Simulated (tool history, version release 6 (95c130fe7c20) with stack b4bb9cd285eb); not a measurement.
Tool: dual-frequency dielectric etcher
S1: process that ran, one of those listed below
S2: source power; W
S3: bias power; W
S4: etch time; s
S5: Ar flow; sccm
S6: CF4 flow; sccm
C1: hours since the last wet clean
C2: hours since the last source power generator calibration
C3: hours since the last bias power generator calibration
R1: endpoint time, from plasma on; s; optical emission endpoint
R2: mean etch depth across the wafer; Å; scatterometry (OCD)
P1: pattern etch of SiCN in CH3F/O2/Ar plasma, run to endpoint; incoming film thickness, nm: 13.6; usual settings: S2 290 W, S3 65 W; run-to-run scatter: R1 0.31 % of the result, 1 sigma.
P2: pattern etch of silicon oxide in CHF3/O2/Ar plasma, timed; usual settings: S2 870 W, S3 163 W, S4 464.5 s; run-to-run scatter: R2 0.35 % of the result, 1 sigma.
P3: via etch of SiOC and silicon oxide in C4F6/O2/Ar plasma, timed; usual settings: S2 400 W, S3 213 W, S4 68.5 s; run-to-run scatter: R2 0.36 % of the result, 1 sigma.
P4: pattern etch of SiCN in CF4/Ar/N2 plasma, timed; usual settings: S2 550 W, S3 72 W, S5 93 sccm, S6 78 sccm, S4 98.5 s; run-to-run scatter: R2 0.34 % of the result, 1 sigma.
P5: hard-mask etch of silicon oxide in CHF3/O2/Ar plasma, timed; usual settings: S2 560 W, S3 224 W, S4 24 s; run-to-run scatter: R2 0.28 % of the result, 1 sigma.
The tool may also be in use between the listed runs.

Run 1, hour 6.7: S1 P1, S2 290 W, S3 65 W; C1 194.6; C2 769.7; C3 1415.3. Result: R1 42.548 s.
Run 2, hour 14.3: S1 P1, S2 290 W, S3 65 W; C1 202.2; C2 777.3; C3 1422.9. Result: R1 42.758 s.
Run 3, hour 18.2: S1 P1, S2 360 W, S3 50 W; C1 206.1; C2 781.2; C3 1426.8. Result: R1 42.839 s.
Run 4, hour 22.4: S1 P5, S2 560 W, S3 224 W, S4 24 s; C1 210.3; C2 785.4; C3 1431. Result: R2 514.99 Å.
Run 5, hour 30.7: S1 P2, S2 870 W, S3 163 W, S4 464.5 s; C1 218.6; C2 793.7; C3 1439.3. Result: R2 10831 Å.
Run 6, hour 37.4: S1 P1, S2 370 W, S3 79 W; C1 225.3; C2 800.4; C3 1446. Result: R1 36.383 s.
Run 7, hour 42.8: S1 P4, S2 340 W, S3 72 W, S4 98.5 s, S5 93 sccm, S6 78 sccm; C1 230.7; C2 805.8; C3 1451.4. Result: R2 664.78 Å.
Run 8, hour 49.8: S1 P3, S2 400 W, S3 252 W, S4 68.5 s; C1 237.7; C2 812.8; C3 1458.4. Result: R2 843.61 Å.
Run 9, hour 57.1: S1 P1, S2 290 W, S3 65 W; C1 245; C2 820.1; C3 1465.7. Result: R1 42.58 s.
Run 10, hour 64.3: S1 P5, S2 560 W, S3 173 W, S4 24 s; C1 252.2; C2 827.3; C3 1472.9. Result: R2 469.96 Å.
Run 11, hour 71: S1 P1, S2 290 W, S3 87 W; C1 258.9; C2 834; C3 1479.6. Result: R1 38.414 s.
Run 12, hour 79.1: S1 P2, S2 1030 W, S3 163 W, S4 464.5 s; C1 267; C2 842.1; C3 1487.7. Result: R2 11510 Å.
Run 13, hour 87.1: S1 P2, S2 870 W, S3 163 W, S4 310 s; C1 275; C2 850.1; C3 1495.7. Result: R2 7190.5 Å.
At hour 90.9: bias power generator calibrated.
Run 14, hour 94.7: S1 P5, S2 560 W, S3 224 W, S4 24 s; C1 282.6; C2 857.7; C3 3.8. Result: R2 513.45 Å.
At hour 95.5: source power generator calibrated.
Run 15, hour 99.8: S1 P4, S2 550 W, S3 72 W, S4 132.5 s, S5 93 sccm, S6 78 sccm; C1 287.7; C2 4.4; C3 8.9. Result: R2 1365.2 Å.
Run 16, hour 106.5: S1 P1, S2 390 W, S3 65 W; C1 294.4; C2 11.1; C3 15.6. Result: R1 38.009 s.
Run 17, hour 112.8: S1 P3, S2 250 W, S3 213 W, S4 68.5 s; C1 300.7; C2 17.4; C3 21.9. Result: R2 659.74 Å.
Run 18, hour 121.3: S1 P1, S2 290 W, S3 65 W; C1 309.2; C2 25.9; C3 30.4. Result: R1 42.459 s.
Run 19, hour 125.9: S1 P4, S2 550 W, S3 56 W, S4 98.5 s, S5 93 sccm, S6 78 sccm; C1 313.8; C2 30.5; C3 35. Result: R2 928.04 Å.
Run 20, hour 131: S1 P4, S2 550 W, S3 72 W, S4 98.5 s, S5 121 sccm, S6 78 sccm; C1 318.9; C2 35.6; C3 40.1. Result: R2 977.95 Å.
Run 21, hour 135.6: S1 P1, S2 210 W, S3 65 W; C1 323.5; C2 40.2; C3 44.7. Result: R1 48.178 s.
Run 22, hour 140.9: S1 P2, S2 870 W, S3 104 W, S4 464.5 s; C1 328.8; C2 45.5; C3 50. Result: R2 9476.8 Å.
Run 23, hour 145.6: S1 P4, S2 550 W, S3 72 W, S4 98.5 s, S5 93 sccm, S6 94 sccm; C1 333.5; C2 50.2; C3 54.7. Result: R2 1038.8 Å.
Run 24, hour 150.4: S1 P5, S2 720 W, S3 224 W, S4 24 s; C1 338.3; C2 55; C3 59.5. Result: R2 563.88 Å.
Run 25, hour 157.5: S1 P2, S2 870 W, S3 163 W, S4 464.5 s; C1 345.4; C2 62.1; C3 66.6. Result: R2 10855 Å.
Run 26, hour 162.3: S1 P5, S2 560 W, S3 224 W, S4 14.5 s; C1 350.2; C2 66.9; C3 71.4. Result: R2 312.38 Å.
Run 27, hour 168.8: S1 P3, S2 400 W, S3 213 W, S4 102 s; C1 356.7; C2 73.4; C3 77.9. Result: R2 1190.7 Å.
Run 28, hour 172.7: S1 P3, S2 400 W, S3 213 W, S4 68.5 s; C1 360.6; C2 77.3; C3 81.8. Result: R2 791.81 Å.
Run 29, hour 176.7: S1 P1, S2 290 W, S3 40 W; C1 364.6; C2 81.3; C3 85.8. Result: R1 50.072 s.
Run 30, hour 182.3: S1 P4, S2 550 W, S3 72 W, S4 98.5 s, S5 93 sccm, S6 78 sccm; C1 370.2; C2 86.9; C3 91.4. Result: R2 1008.5 Å.
Run 31, hour 189.8: S1 P1, S2 290 W, S3 65 W; C1 377.7; C2 94.4; C3 98.9. Result: R1 42.539 s.
Run 32, hour 198.2: S1 P1, S2 290 W, S3 65 W; C1 386.1; C2 102.8; C3 107.3. Result: R1 42.759 s.
Run 33, hour 202.6: S1 P1, S2 290 W, S3 65 W; C1 390.5; C2 107.2; C3 111.7. Result: R1 42.941 s.
Run 34, hour 209.5: S1 P1, S2 290 W, S3 65 W; C1 397.4; C2 114.1; C3 118.6. Result: R1 43.259 s.
At hour 215.8: wet clean of the chamber.
Run 35, hour 218.5: S1 P1, S2 290 W, S3 65 W; C1 2.7; C2 123.1; C3 127.6. Result: R1 42.952 s.
Run 36, hour 227.3: S1 P1, S2 290 W, S3 65 W; C1 11.5; C2 131.9; C3 136.4. Result: R1 43.283 s.
Run 37, hour 232.4: S1 P1, S2 290 W, S3 65 W; C1 16.6; C2 137; C3 141.5. Result: R1 43.493 s.

What P1 gives has crept away from where it was. These 2 causes fit the log equally well, each at the size given:
A: bias power that arrives under what is set, % = 4.33
B: source power that arrives under what is set, % = 4.07
The creep began at about hour 189.8.
Why every other cause is out:
chamber walls in a state that lowers the etch rate, %: serviced at hour 215.8, which brought nothing back

4 check runs are offered, each on 2 wafers whose results are averaged, their results left as question marks. Which one tells the causes apart?
Run check 1, hour 237.5: S1 P4, S2 550 W, S3 72 W, S4 98.5 s, S5 93 sccm, S6 78 sccm. Result: R2 ?.
Run check 2, hour 237.5: S1 P3, S2 400 W, S3 213 W, S4 68.5 s. Result: R2 ?.
Run check 3, hour 237.5: S1 P2, S2 870 W, S3 163 W, S4 464.5 s. Result: R2 ?.
Run check 4, hour 237.5: S1 P5, S2 560 W, S3 224 W, S4 24 s. Result: R2 ?.

What each check would give under each cause:
  check  result    if A    if B
check 1      R2  995.56  973.86
check 2      R2  781.29  780.31
check 3      R2   10682   10661
check 4      R2  506.68   506.6
How far apart the two closest causes lie, in the result that separates them most: check 1 2.2 %; check 2 0.13 %; check 3 0.2 %; check 4 0.01 %
Check 1 tells the causes apart: in the others they would give nearly the same result.

Check 1 was then run and gave: R2 994.77 Å. Which cause is it?

It is A: bias power that arrives under what is set, %.

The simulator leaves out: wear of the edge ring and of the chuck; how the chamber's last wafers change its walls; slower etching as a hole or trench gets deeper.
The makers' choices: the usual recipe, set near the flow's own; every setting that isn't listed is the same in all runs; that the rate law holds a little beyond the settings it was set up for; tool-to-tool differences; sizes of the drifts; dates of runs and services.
